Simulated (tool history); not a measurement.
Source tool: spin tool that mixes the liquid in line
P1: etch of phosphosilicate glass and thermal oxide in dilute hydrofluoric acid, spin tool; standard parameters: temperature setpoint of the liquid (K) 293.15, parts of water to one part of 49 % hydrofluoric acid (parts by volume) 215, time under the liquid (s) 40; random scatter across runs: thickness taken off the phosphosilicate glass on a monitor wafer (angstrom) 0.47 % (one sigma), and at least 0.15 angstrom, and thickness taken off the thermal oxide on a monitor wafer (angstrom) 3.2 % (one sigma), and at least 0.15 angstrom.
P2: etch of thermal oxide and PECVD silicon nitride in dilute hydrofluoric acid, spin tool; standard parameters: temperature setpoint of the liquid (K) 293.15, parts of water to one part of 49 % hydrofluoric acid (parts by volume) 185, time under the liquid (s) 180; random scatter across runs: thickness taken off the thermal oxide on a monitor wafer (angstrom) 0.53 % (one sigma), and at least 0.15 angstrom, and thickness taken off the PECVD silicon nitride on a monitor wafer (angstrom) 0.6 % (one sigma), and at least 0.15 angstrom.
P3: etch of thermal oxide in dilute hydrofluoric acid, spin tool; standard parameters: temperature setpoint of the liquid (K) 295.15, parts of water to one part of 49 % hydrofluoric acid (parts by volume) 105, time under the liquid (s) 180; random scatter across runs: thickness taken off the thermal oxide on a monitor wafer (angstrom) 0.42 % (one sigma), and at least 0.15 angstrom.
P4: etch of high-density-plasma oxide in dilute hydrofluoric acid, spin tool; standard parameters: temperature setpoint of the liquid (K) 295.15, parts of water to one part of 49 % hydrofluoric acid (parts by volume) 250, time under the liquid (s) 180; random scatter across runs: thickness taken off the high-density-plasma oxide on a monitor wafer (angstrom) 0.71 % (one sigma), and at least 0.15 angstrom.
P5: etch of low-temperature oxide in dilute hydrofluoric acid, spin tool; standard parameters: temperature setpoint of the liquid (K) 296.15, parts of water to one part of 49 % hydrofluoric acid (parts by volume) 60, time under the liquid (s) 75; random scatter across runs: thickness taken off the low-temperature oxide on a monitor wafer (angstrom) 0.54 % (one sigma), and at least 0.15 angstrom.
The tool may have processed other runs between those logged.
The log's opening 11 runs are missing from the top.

| run | hour | process that ran | temperature setpoint of the liquid (K) | parts of water to one part of 49 % hydrofluoric acid (parts by volume) | time under the liquid (s) | hours since the thermometer was replaced | hours since the hydrofluoric acid flow meter was replaced | thickness taken off the phosphosilicate glass on a monitor wafer (angstrom) | thickness taken off the thermal oxide on a monitor wafer (angstrom) | thickness taken off the high-density-plasma oxide on a monitor wafer (angstrom) | thickness taken off the low-temperature oxide on a monitor wafer (angstrom) | thickness taken off the PECVD silicon nitride on a monitor wafer (angstrom) |
|---|---|---|---|---|---|---|---|---|---|---|---|---|
| 12 | 100.7 | P3 | 291.15 | 105 | 180 | 890.8 | 775 |  | 63.053 |  |  |  |
| 13 | 106.2 | P5 | 296.15 | 60 | 110 | 896.3 | 780.5 |  |  |  | 666.97 |  |
|  | 110.3 | hydrofluoric acid flow meter replaced |
| 14 | 115.5 | P1 | 293.15 | 215 | 75 | 905.6 | 5.2 | 535.75 | 12.082 |  |  |  |
| 15 | 126.5 | P5 | 301.65 | 60 | 75 | 916.6 | 16.2 |  |  |  | 567.02 |  |
| 16 | 134.1 | P4 | 290.15 | 250 | 180 | 924.2 | 23.8 |  |  | 23.165 |  |  |
| 17 | 142.6 | P1 | 293.15 | 335 | 40 | 932.7 | 32.3 | 163.07 | 4.0272 |  |  |  |
| 18 | 152.4 | P1 | 293.15 | 215 | 40 | 942.5 | 42.1 | 285.55 | 7.0088 |  |  |  |
| 19 | 159.5 | P2 | 293.15 | 300 | 180 | 949.6 | 49.2 |  | 20.59 |  |  | 26.957 |
| 20 | 165 | P2 | 293.15 | 185 | 85 | 955.1 | 54.7 |  | 17.828 |  |  | 20.286 |
| 21 | 172.4 | P4 | 295.15 | 415 | 180 | 962.5 | 62.1 |  |  | 14.302 |  |  |
| 22 | 179.3 | P3 | 295.15 | 145 | 180 | 969.4 | 69 |  | 51.504 |  |  |  |
| 23 | 188.1 | P1 | 297.65 | 215 | 40 | 978.2 | 77.8 | 336.13 | 8.1192 |  |  |  |
| 24 | 197.5 | P5 | 296.15 | 85 | 75 | 987.6 | 87.2 |  |  |  | 313.64 |  |
| 25 | 207.7 | P3 | 295.15 | 105 | 275 | 997.8 | 97.4 |  | 114.8 |  |  |  |
| 26 | 215 | P1 | 293.15 | 215 | 15 | 1005.1 | 104.7 | 106.72 | 2.8538 |  |  |  |
| 27 | 224.3 | P2 | 293.15 | 185 | 180 | 1014.4 | 114 |  | 36.945 |  |  | 42.947 |
| 28 | 232.1 | P4 | 295.15 | 250 | 280 | 1022.2 | 121.8 |  |  | 43.368 |  |  |
| 29 | 237.3 | P1 | 293.15 | 215 | 40 | 1027.4 | 127 | 282.35 | 6.6865 |  |  |  |
| 30 | 247.9 | P3 | 295.15 | 105 | 180 | 1038 | 137.6 |  | 74.769 |  |  |  |
| 31 | 252.7 | P2 | 293.15 | 185 | 180 | 1042.8 | 142.4 |  | 36.87 |  |  | 42.556 |
| 32 | 261.8 | P1 | 293.15 | 215 | 40 | 1051.9 | 151.5 | 282.34 | 7.0365 |  |  |  |
| 33 | 272.2 | P1 | 293.15 | 215 | 40 | 1062.3 | 161.9 | 276.16 | 6.2018 |  |  |  |
| 34 | 282 | P1 | 293.15 | 215 | 40 | 1072.1 | 171.7 | 272.12 | 6.6812 |  |  |  |
| 35 | 291.8 | P1 | 293.15 | 215 | 40 | 1081.9 | 181.5 | 269.57 | 6.732 |  |  |  |
| 36 | 298.4 | P1 | 293.15 | 215 | 40 | 1088.5 | 188.1 | 269.17 | 6.3264 |  |  |  |

What does the tool deliver on the next run?
| 37 | 305.2 | P1 | 293.15 | 215 | 40 | 1095.3 | 194.9 | ? | ? |  |  |  |

thickness taken off the phosphosilicate glass on a monitor wafer (angstrom): 267.74
thickness taken off the thermal oxide on a monitor wafer (angstrom): 6.6664
